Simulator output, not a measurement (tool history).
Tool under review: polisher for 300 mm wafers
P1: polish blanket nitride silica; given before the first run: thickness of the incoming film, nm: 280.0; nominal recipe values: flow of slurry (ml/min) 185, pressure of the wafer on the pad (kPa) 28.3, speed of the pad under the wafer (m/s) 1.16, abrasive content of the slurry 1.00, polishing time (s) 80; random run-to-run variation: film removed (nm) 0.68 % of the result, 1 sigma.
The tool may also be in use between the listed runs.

run	day	flow of slurry (ml/min)	pressure of the wafer on the pad (kPa)	speed of the pad under the wafer (m/s)	abrasive content of the slurry	polishing time (s)	wafers polished on this pad	hours since the slurry nozzle was cleaned	hours since the head pressure was calibrated	hours since the slurry blender was calibrated	hours since the conditioning disc was replaced	film removed (nm)
1	0.608	185	28.3	1.16	1.00	80	366	141.3	150.7	68.0	55.8	60.914
2	1.054	110	28.3	1.16	1.00	80	485	152.0	161.4	78.7	66.5	55.033
3	1.358	185	28.3	1.16	1.00	80	567	159.3	168.7	86.0	73.8	61.027
4	1.779	185	28.3	1.16	1.00	58	680	169.4	178.8	96.1	83.9	43.982
5	2.229	265	28.3	1.16	1.00	80	801	180.2	189.6	106.9	94.7	62.625
6	2.796	185	28.3	1.82	1.00	80	953	193.8	203.2	120.5	108.3	87.979
7	3.292	185	19.3	1.16	1.00	80	1086	205.7	215.1	132.4	120.2	41.445
8	3.683	185	28.3	1.16	1.00	80	1191	215.1	224.5	141.8	129.6	60.585
9	4.233	185	28.3	0.64	1.00	80	1339	228.3	237.7	155.0	142.8	37.996
10	4.625	185	21.4	1.16	0.75	80	1444	237.7	247.1	164.4	152.2	39.396
11	5.217	185	28.3	1.16	1.00	126	1603	251.9	261.3	178.6	166.4	94.360
12	5.492	185	28.3	1.16	1.00	80	1677	258.5	267.9	185.2	173.0	60.503
13	6.033	185	28.3	1.16	1.00	80	1823	271.5	280.9	198.2	186.0	60.625
14	6.508	185	28.3	1.16	1.40	80	1950	282.9	292.3	209.6	197.4	69.279
15	6.854	185	28.3	1.16	0.55	80	2043	291.2	300.6	217.9	205.7	43.839
16	7.425	185	37.9	1.16	1.00	80	2196	304.9	314.3	231.6	219.4	81.167
17	7.825	185	28.3	1.16	1.00	80	2304	314.5	323.9	241.2	229.0	60.859
18	8.412	185	28.3	1.16	1.00	80	2461	328.6	338.0	255.3	243.1	56.843
19	8.704	185	28.3	1.16	1.00	80	2540	335.6	345.0	262.3	250.1	56.234
# day 8.962: worn pad replaced by a new one
20	9.104	185	28.3	1.16	1.00	80	38	345.2	354.6	271.9	259.7	55.309
# day 9.183: conditioning disc replaced and pad reconditioned
# day 9.354: slurry nozzle cleaned
21	9.529	185	28.3	1.16	1.00	80	152	4.3	364.8	282.1	8.3	55.090
22	10.142	185	28.3	1.16	1.00	80	317	19.0	379.5	296.8	23.0	53.856
23	10.538	185	28.3	1.16	1.00	80	423	28.5	389.0	306.3	32.5	54.563

The log shows P1 creeping away from where it was. Any of the 2 causes listed here, at the size stated for it, fits the log just as well as the others:
A: head's pressure below its setpoint, % = 10.1
B: abrasive missing from the slurry, % = 19.8
The process output started creeping at around day 7.825.
All other causes, with the reason each is excluded:
removal rate lost through wear of the pad, %: was serviced at day 8.962, once the creep was under way, yet the earlier output never came back
slurry flow missing at the pad, %: was serviced at day 9.354, once the creep was under way, yet the earlier output never came back
time polished since the conditioner stopped cutting, s: was serviced at day 9.183, once the creep was under way, yet the earlier output never came back

The list below offers 4 check runs, each averaging the results of 5 wafers, and shows each result as a question mark. For which of them would the listed causes give clearly different results?
check 1	10.933	185	28.3	0.80	1.00	110						?
check 2	10.933	185	28.3	1.50	1.00	80						?
check 3	10.933	185	28.3	1.16	0.65	102						?
check 4	10.933	110	21.4	1.16	1.00	80						?

If the cause were each of the candidates in turn, the checks would give the following:
check	result	if A	if B
check 1	film removed (nm)	55.758	55.765
check 2	film removed (nm)	67.052	67.059
check 3	film removed (nm)	55.915	54.621
check 4	film removed (nm)	37.506	37.510
Smallest distance between any two causes, each pair judged by its most separating result, in per cent: check 1 0.01 %; check 2 0.01 %; check 3 2.34 %; check 4 0.01 %
The causes can be told apart only by check 3. The other checks would give nearly the same results under each of them.

Running check 3 produced the following: film removed (nm) 55.952. Which one of the listed causes fits?

Of the candidate causes, it is A: head's pressure below its setpoint, %.

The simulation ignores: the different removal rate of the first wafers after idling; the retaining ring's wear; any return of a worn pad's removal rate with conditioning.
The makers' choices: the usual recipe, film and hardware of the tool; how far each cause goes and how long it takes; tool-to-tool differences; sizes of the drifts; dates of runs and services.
